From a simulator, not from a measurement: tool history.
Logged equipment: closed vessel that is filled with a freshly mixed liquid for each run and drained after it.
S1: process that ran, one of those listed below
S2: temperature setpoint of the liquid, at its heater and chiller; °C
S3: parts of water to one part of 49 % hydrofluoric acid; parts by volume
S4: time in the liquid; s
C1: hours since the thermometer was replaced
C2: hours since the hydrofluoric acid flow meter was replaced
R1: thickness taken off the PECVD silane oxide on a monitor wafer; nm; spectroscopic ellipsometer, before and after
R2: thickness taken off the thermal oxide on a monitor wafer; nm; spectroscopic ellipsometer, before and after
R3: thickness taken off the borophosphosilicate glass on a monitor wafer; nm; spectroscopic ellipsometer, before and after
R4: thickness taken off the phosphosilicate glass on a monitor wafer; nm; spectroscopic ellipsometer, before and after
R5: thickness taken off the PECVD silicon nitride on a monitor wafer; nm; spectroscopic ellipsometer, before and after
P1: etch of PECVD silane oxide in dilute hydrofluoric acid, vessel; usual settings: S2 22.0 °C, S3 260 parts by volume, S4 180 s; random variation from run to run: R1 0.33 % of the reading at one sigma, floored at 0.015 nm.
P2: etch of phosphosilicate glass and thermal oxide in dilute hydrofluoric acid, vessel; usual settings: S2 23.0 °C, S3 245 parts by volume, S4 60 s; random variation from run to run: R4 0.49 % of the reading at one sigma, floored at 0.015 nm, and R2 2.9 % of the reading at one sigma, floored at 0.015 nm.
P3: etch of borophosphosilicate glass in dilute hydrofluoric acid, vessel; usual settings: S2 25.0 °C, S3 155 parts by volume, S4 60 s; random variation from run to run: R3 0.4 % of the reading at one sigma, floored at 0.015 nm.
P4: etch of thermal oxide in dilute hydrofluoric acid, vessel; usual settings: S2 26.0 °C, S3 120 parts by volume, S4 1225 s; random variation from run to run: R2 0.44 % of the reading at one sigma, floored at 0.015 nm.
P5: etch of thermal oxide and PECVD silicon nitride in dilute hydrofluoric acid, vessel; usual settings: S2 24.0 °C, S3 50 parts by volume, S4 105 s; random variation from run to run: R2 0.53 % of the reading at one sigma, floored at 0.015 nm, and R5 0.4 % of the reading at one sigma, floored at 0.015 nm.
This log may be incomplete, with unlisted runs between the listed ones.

run,hour,S1,S2,S3,S4,C1,C2,R1,R2,R3,R4,R5
1,16.1,P1,22.0,260,180,1202.9,249.6,8.0434,,,,
2,33.6,P1,22.0,260,45,1220.4,267.1,1.9925,,,,
3,51.2,P4,18.0,120,1225,1238.0,284.7,,36.59800,,,
4,65.0,P4,26.0,210,1225,1251.8,298.5,,25.78500,,,
5,75.3,P3,25.0,245,60,1262.1,308.8,,,7.0358,,
6,90.6,P2,31.0,245,60,1277.4,324.1,,1.20050,,26.9330,
7,107.3,P1,22.0,260,180,1294.1,340.8,7.9942,,,,
8,117.0,P1,22.0,260,360,1303.8,350.5,15.9460,,,,
9,124.9,P1,28.0,260,180,1311.7,358.4,9.9387,,,,
10,134.2,P2,23.0,245,60,1321.0,367.7,,0.94570,,20.3490,
11,148.0,P1,22.0,470,180,1334.8,381.5,3.6760,,,,
12,159.2,P1,22.0,260,180,1346.0,392.7,7.9774,,,,
13,173.0,P1,29.5,110,180,1359.8,406.5,29.6870,,,,
14,185.9,P1,22.0,260,180,1372.7,419.4,7.9825,,,,
15,198.7,P3,25.0,155,60,1385.5,432.2,,,12.2430,,
16,209.5,P5,24.0,50,105,1396.3,443.0,,10.68600,,,5.4899
17,226.6,P1,22.0,260,180,1413.4,460.1,8.0744,,,,
18,242.2,P5,24.0,20,105,1429.0,475.7,,27.67300,,,13.3680
19,255.0,P5,24.0,50,105,1441.8,488.5,,10.65300,,,5.4797
20,264.1,P1,25.5,395,180,1450.9,497.6,5.2097,,,,
21,273.9,P3,18.0,155,60,1460.7,507.4,,,9.3940,,
22,284.7,P4,26.0,120,1225,1471.5,518.2,,50.14300,,,
23,296.9,P2,23.0,245,30,1483.7,530.4,,0.43986,,10.2790,
24,311.9,P1,22.0,260,180,1498.7,545.4,8.0157,,,,
25,321.3,P2,23.0,245,60,1508.1,554.8,,0.91287,,20.3210,
26,336.1,P4,26.0,120,1940,1522.9,569.6,,79.99700,,,
27,353.2,P1,17.0,260,180,1540.0,586.7,6.6183,,,,
28,363.1,P3,25.0,155,30,1549.9,596.6,,,6.1195,,
# hour 372.2: hydrofluoric acid flow meter replaced
29,376.7,P1,22.0,135,180,1563.5,4.6,17.5350,,,,
30,384.6,P5,17.5,50,105,1571.4,12.5,,8.02850,,,3.4974
31,402.1,P5,24.0,50,45,1588.9,30.0,,4.55820,,,2.3413
32,411.7,P1,17.0,260,285,1598.5,39.6,10.5340,,,,
33,425.0,P2,23.0,440,60,1611.8,52.9,,0.42612,,9.4989,
34,441.5,P1,22.0,260,180,1628.3,69.4,8.0393,,,,
35,454.5,P1,22.0,260,180,1641.3,82.4,8.2593,,,,
36,463.4,P1,22.0,260,180,1650.2,91.3,8.2737,,,,
37,476.4,P1,22.0,260,180,1663.2,104.3,8.3313,,,,
38,491.5,P1,22.0,260,180,1678.3,119.4,8.3542,,,,
39,506.0,P1,22.0,260,180,1692.8,133.9,8.3889,,,,
40,522.1,P1,22.0,260,180,1708.9,150.0,8.4263,,,,
41,534.9,P1,22.0,260,180,1721.7,162.8,8.4626,,,,
42,545.1,P1,22.0,260,180,1731.9,173.0,8.4502,,,,
43,560.3,P1,22.0,260,180,1747.1,188.2,8.5169,,,,

The output of P1 has drifted from where it used to be. Each of the 2 causes below, taken at the size shown beside it, accounts for the log equally well:
A: hydrofluoric acid flow above the setpoint (%) = 4.25
B: liquid hotter than its thermometer reads (K) = 1.44
The onset of the drift is placed at about hour 441.5.

Each of the 4 check runs below uses one wafer; its results are left as question marks. Which run tells the causes apart?
check 1,575.5,P3,20.0,155,60,,,,,?,,
check 2,575.5,P4,19.5,205,1225,,,,?,,,
check 3,575.5,P2,26.0,245,60,,,,?,,?,
check 4,575.5,P5,24.0,50,50,,,,?,,,?

Outcome of each check run for each possible cause:
check,result,if A,if B
check 1,R3,10.6630,10.7550
check 2,R2,21.93100,22.05300
check 3,R2,1.07550,1.07300
check 3,R4,23.8870,23.8320
check 4,R2,5.29820,5.37600
check 4,R5,2.7260,2.8825
Distance between the nearest two causes, measured in the result of the check that separates them most: check 1 0.85 %; check 2 0.56 %; check 3 0.23 %; check 4 5.58 %
Of the check runs offered, only check 4 discriminates between the causes; the rest would read about the same regardless of which cause applies.

With check 4 done, the readings were: R2 5.42950 nm; R5 2.8668 nm. Identify which of the listed causes applies.

The cause is B: liquid hotter than its thermometer reads (K).
